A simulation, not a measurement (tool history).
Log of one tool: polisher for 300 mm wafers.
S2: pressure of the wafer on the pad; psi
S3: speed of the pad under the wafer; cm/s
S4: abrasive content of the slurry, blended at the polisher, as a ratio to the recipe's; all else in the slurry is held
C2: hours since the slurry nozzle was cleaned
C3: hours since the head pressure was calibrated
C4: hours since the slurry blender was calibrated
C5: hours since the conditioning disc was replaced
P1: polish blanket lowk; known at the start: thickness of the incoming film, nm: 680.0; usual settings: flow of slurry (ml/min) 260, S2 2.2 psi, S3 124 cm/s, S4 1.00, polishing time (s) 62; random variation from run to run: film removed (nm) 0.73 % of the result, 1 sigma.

Run 1, hour 4.5: flow of slurry (ml/min) 260, S2 2.2 psi, S3 124 cm/s, S4 1.00, polishing time (s) 62; wafers polished on this pad 441; C2 266.7; C3 112.8; C4 43.2; C5 222.1. Result: film removed (nm) 38.441.
Run 2, hour 11.8: flow of slurry (ml/min) 260, S2 2.2 psi, S3 124 cm/s, S4 1.00, polishing time (s) 36; wafers polished on this pad 521; C2 274.0; C3 120.1; C4 50.5; C5 229.4. Result: film removed (nm) 22.249.
Run 3, hour 18.2: flow of slurry (ml/min) 260, S2 2.2 psi, S3 124 cm/s, S4 1.00, polishing time (s) 62; wafers polished on this pad 590; C2 280.4; C3 126.5; C4 56.9; C5 235.8. Result: film removed (nm) 38.824.
Run 4, hour 25.3: flow of slurry (ml/min) 260, S2 1.3 psi, S3 124 cm/s, S4 1.00, polishing time (s) 62; wafers polished on this pad 668; C2 287.5; C3 133.6; C4 64.0; C5 242.9. Result: film removed (nm) 22.866.
Run 5, hour 31.7: flow of slurry (ml/min) 260, S2 2.2 psi, S3 124 cm/s, S4 1.00, polishing time (s) 62; wafers polished on this pad 737; C2 293.9; C3 140.0; C4 70.4; C5 249.3. Result: film removed (nm) 38.463.
Run 6, hour 35.3: flow of slurry (ml/min) 260, S2 2.2 psi, S3 192 cm/s, S4 1.00, polishing time (s) 62; wafers polished on this pad 777; C2 297.5; C3 143.6; C4 74.0; C5 252.9. Result: film removed (nm) 55.443.
At hour 39.5: conditioning disc replaced and pad reconditioned.
Run 7, hour 40.7: flow of slurry (ml/min) 260, S2 2.2 psi, S3 124 cm/s, S4 1.40, polishing time (s) 62; wafers polished on this pad 835; C2 302.9; C3 149.0; C4 79.4; C5 1.2. Result: film removed (nm) 44.180.
Run 8, hour 46.6: flow of slurry (ml/min) 155, S2 2.2 psi, S3 124 cm/s, S4 1.00, polishing time (s) 62; wafers polished on this pad 900; C2 308.8; C3 154.9; C4 85.3; C5 7.1. Result: film removed (nm) 35.991.
Run 9, hour 50.4: flow of slurry (ml/min) 340, S2 2.2 psi, S3 124 cm/s, S4 1.00, polishing time (s) 62; wafers polished on this pad 941; C2 312.6; C3 158.7; C4 89.1; C5 10.9. Result: film removed (nm) 39.511.
At hour 55.1: slurry blender recalibrated.
Run 10, hour 58.0: flow of slurry (ml/min) 260, S2 2.2 psi, S3 124 cm/s, S4 1.00, polishing time (s) 94; wafers polished on this pad 1024; C2 320.2; C3 166.3; C4 3.0; C5 18.5. Result: film removed (nm) 58.482.
Run 11, hour 62.9: flow of slurry (ml/min) 175, S2 2.2 psi, S3 124 cm/s, S4 0.70, polishing time (s) 62; wafers polished on this pad 1077; C2 325.1; C3 171.2; C4 7.9; C5 23.4. Result: film removed (nm) 30.457.
Run 12, hour 70.5: flow of slurry (ml/min) 260, S2 2.2 psi, S3 124 cm/s, S4 1.00, polishing time (s) 62; wafers polished on this pad 1160; C2 332.7; C3 178.8; C4 15.5; C5 31.0. Result: film removed (nm) 38.115.
Run 13, hour 76.9: flow of slurry (ml/min) 260, S2 2.2 psi, S3 124 cm/s, S4 1.00, polishing time (s) 62; wafers polished on this pad 1230; C2 339.1; C3 185.2; C4 21.9; C5 37.4. Result: film removed (nm) 38.570.
Run 14, hour 82.0: flow of slurry (ml/min) 260, S2 2.2 psi, S3 124 cm/s, S4 1.00, polishing time (s) 62; wafers polished on this pad 1285; C2 344.2; C3 190.3; C4 27.0; C5 42.5. Result: film removed (nm) 38.715.
Run 15, hour 86.1: flow of slurry (ml/min) 260, S2 2.2 psi, S3 58 cm/s, S4 1.00, polishing time (s) 62; wafers polished on this pad 1330; C2 348.3; C3 194.4; C4 31.1; C5 46.6. Result: film removed (nm) 21.099.
Run 16, hour 92.0: flow of slurry (ml/min) 260, S2 3.2 psi, S3 124 cm/s, S4 1.00, polishing time (s) 62; wafers polished on this pad 1394; C2 354.2; C3 200.3; C4 37.0; C5 52.5. Result: film removed (nm) 55.433.
Run 17, hour 98.9: flow of slurry (ml/min) 260, S2 2.2 psi, S3 74 cm/s, S4 1.00, polishing time (s) 34; wafers polished on this pad 1469; C2 361.1; C3 207.2; C4 43.9; C5 59.4. Result: film removed (nm) 13.993.
Run 18, hour 104.5: flow of slurry (ml/min) 260, S2 2.2 psi, S3 124 cm/s, S4 0.55, polishing time (s) 62; wafers polished on this pad 1530; C2 366.7; C3 212.8; C4 49.5; C5 65.0. Result: film removed (nm) 28.104.
Run 19, hour 107.9: flow of slurry (ml/min) 260, S2 2.2 psi, S3 124 cm/s, S4 1.00, polishing time (s) 62; wafers polished on this pad 1567; C2 370.1; C3 216.2; C4 52.9; C5 68.4. Result: film removed (nm) 38.661.
Run 20, hour 112.7: flow of slurry (ml/min) 260, S2 2.2 psi, S3 124 cm/s, S4 1.00, polishing time (s) 62; wafers polished on this pad 1619; C2 374.9; C3 221.0; C4 57.7; C5 73.2. Result: film removed (nm) 37.575.
Run 21, hour 116.9: flow of slurry (ml/min) 260, S2 2.2 psi, S3 124 cm/s, S4 1.00, polishing time (s) 62; wafers polished on this pad 1665; C2 379.1; C3 225.2; C4 61.9; C5 77.4. Result: film removed (nm) 36.623.
Run 22, hour 121.7: flow of slurry (ml/min) 260, S2 2.2 psi, S3 124 cm/s, S4 1.00, polishing time (s) 62; wafers polished on this pad 1718; C2 383.9; C3 230.0; C4 66.7; C5 82.2. Result: film removed (nm) 35.647.
Run 23, hour 126.0: flow of slurry (ml/min) 260, S2 2.2 psi, S3 124 cm/s, S4 1.00, polishing time (s) 62; wafers polished on this pad 1764; C2 388.2; C3 234.3; C4 71.0; C5 86.5. Result: film removed (nm) 35.214.
Run 24, hour 131.2: flow of slurry (ml/min) 260, S2 2.2 psi, S3 124 cm/s, S4 1.00, polishing time (s) 62; wafers polished on this pad 1821; C2 393.4; C3 239.5; C4 76.2; C5 91.7. Result: film removed (nm) 35.017.
At hour 134.8: head pressure recalibrated.
Run 25, hour 137.6: flow of slurry (ml/min) 260, S2 2.2 psi, S3 124 cm/s, S4 1.00, polishing time (s) 62; wafers polished on this pad 1891; C2 399.8; C3 2.8; C4 82.6; C5 98.1. Result: film removed (nm) 34.584.
At hour 138.2: conditioning disc replaced and pad reconditioned.
Run 26, hour 141.2: flow of slurry (ml/min) 260, S2 2.2 psi, S3 124 cm/s, S4 1.00, polishing time (s) 62; wafers polished on this pad 1930; C2 403.4; C3 6.4; C4 86.2; C5 3.0. Result: film removed (nm) 34.406.
At hour 143.0: slurry nozzle cleaned.
Run 27, hour 147.3: flow of slurry (ml/min) 260, S2 2.2 psi, S3 124 cm/s, S4 1.00, polishing time (s) 62; wafers polished on this pad 1996; C2 4.3; C3 12.5; C4 92.3; C5 9.1. Result: film removed (nm) 34.841.
Run 28, hour 153.5: flow of slurry (ml/min) 260, S2 2.2 psi, S3 124 cm/s, S4 1.00, polishing time (s) 62; wafers polished on this pad 2064; C2 10.5; C3 18.7; C4 98.5; C5 15.3. Result: film removed (nm) 34.061.
Run 29, hour 159.5: flow of slurry (ml/min) 260, S2 2.2 psi, S3 124 cm/s, S4 1.00, polishing time (s) 62; wafers polished on this pad 2129; C2 16.5; C3 24.7; C4 104.5; C5 21.3. Result: film removed (nm) 33.806.
Run 30, hour 163.8: flow of slurry (ml/min) 260, S2 2.2 psi, S3 124 cm/s, S4 1.00, polishing time (s) 62; wafers polished on this pad 2176; C2 20.8; C3 29.0; C4 108.8; C5 25.6. Result: film removed (nm) 33.732.

What P1 gives has crept away from where it was. These 2 causes fit the log equally well, each at the size given:
A: removal rate lost through wear of the pad, % = 11.6
B: abrasive missing from the slurry, % = 22.5
The creep began at about hour 107.9.
Why every other cause is out:
slurry flow missing at the pad, %: serviced at hour 143.0, which brought nothing back
head's pressure below its setpoint, %: serviced at hour 134.8, which brought nothing back
time polished since the conditioner stopped cutting, s: serviced at hour 138.2, which brought nothing back

4 check runs are offered, each on 5 wafers whose results are averaged, their results left as question marks. Which one tells the causes apart?
Run check 1, hour 168.1: flow of slurry (ml/min) 260, S2 2.2 psi, S3 124 cm/s, S4 0.70, polishing time (s) 62. Result: film removed (nm) ?.
Run check 2, hour 168.1: flow of slurry (ml/min) 260, S2 3.2 psi, S3 124 cm/s, S4 1.00, polishing time (s) 62. Result: film removed (nm) ?.
Run check 3, hour 168.1: flow of slurry (ml/min) 260, S2 2.2 psi, S3 158 cm/s, S4 1.00, polishing time (s) 62. Result: film removed (nm) ?.
Run check 4, hour 168.1: flow of slurry (ml/min) 260, S2 2.2 psi, S3 60 cm/s, S4 1.00, polishing time (s) 62. Result: film removed (nm) ?.

What each check would give under each cause:
  check             result    if A    if B
check 1  film removed (nm)  28.524  27.869
check 2  film removed (nm)  49.571  49.539
check 3  film removed (nm)  41.371  41.344
check 4  film removed (nm)  19.067  19.055
How far apart the two closest causes lie, in the result that separates them most: check 1 2.32 %; check 2 0.07 %; check 3 0.07 %; check 4 0.07 %
Check 1 tells the causes apart: in the others they would give nearly the same result.

Then check 1 was run and gave: film removed (nm) 27.813. Which cause is it?

It is B: abrasive missing from the slurry, %.

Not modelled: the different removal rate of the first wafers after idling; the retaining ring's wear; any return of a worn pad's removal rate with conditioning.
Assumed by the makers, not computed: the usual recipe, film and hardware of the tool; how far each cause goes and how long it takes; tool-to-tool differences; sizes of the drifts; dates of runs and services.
